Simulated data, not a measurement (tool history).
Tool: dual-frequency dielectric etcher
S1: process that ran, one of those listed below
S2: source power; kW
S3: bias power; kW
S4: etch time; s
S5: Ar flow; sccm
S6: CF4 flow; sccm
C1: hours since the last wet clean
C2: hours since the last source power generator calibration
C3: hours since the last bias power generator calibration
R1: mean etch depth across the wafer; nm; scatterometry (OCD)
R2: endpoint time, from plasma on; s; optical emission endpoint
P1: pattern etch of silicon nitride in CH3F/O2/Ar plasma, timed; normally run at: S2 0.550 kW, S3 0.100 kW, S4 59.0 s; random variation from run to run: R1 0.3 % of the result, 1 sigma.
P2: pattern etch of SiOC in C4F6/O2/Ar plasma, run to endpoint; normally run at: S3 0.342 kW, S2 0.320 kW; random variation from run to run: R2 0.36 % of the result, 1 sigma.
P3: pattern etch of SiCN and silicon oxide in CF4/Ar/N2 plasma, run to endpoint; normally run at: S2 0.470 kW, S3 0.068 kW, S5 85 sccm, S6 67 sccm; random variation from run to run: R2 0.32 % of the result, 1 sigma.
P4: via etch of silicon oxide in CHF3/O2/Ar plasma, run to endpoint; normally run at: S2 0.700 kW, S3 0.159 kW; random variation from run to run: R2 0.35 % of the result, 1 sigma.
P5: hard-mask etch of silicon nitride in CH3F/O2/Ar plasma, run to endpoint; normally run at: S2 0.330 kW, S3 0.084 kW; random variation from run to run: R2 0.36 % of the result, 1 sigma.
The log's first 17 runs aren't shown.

run 18 hour=148.9 | S1=P1 S2=0.550 S3=0.100 S4=41.0 | C1=20.0 C2=92.3 C3=25.4 | R1=35.851
run 19 hour=159.6 | S1=P1 S2=0.550 S3=0.100 S4=59.0 | C1=30.7 C2=103.0 C3=36.1 | R1=51.637
run 20 hour=169.0 | S1=P1 S2=0.740 S3=0.100 S4=59.0 | C1=40.1 C2=112.4 C3=45.5 | R1=58.142
run 21 hour=180.1 | S1=P5 S2=0.330 S3=0.084 | C1=51.2 C2=123.5 C3=56.6 | R2=54.199
run 22 hour=191.1 | S1=P1 S2=0.550 S3=0.100 S4=59.0 | C1=62.2 C2=134.5 C3=67.6 | R1=52.024
run 23 hour=197.6 | S1=P1 S2=0.550 S3=0.127 S4=59.0 | C1=68.7 C2=141.0 C3=74.1 | R1=56.493
run 24 hour=206.0 | S1=P1 S2=0.550 S3=0.100 S4=77.5 | C1=77.1 C2=149.4 C3=82.5 | R1=68.357
run 25 hour=217.7 | S1=P3 S2=0.630 S3=0.068 S5=85 S6=67 | C1=88.8 C2=161.1 C3=94.2 | R2=11.456
run 26 hour=230.2 | S1=P5 S2=0.330 S3=0.084 | C1=101.3 C2=173.6 C3=106.7 | R2=54.346
run 27 hour=237.0 | S1=P5 S2=0.460 S3=0.084 | C1=108.1 C2=180.4 C3=113.5 | R2=47.808

Run 28 comes next. What will it give?
run 28 hour=244.9 | S1=P2 S2=0.390 S3=0.342 | C1=116.0 C2=188.3 C3=121.4 | R2=?

R2: 19.396 s
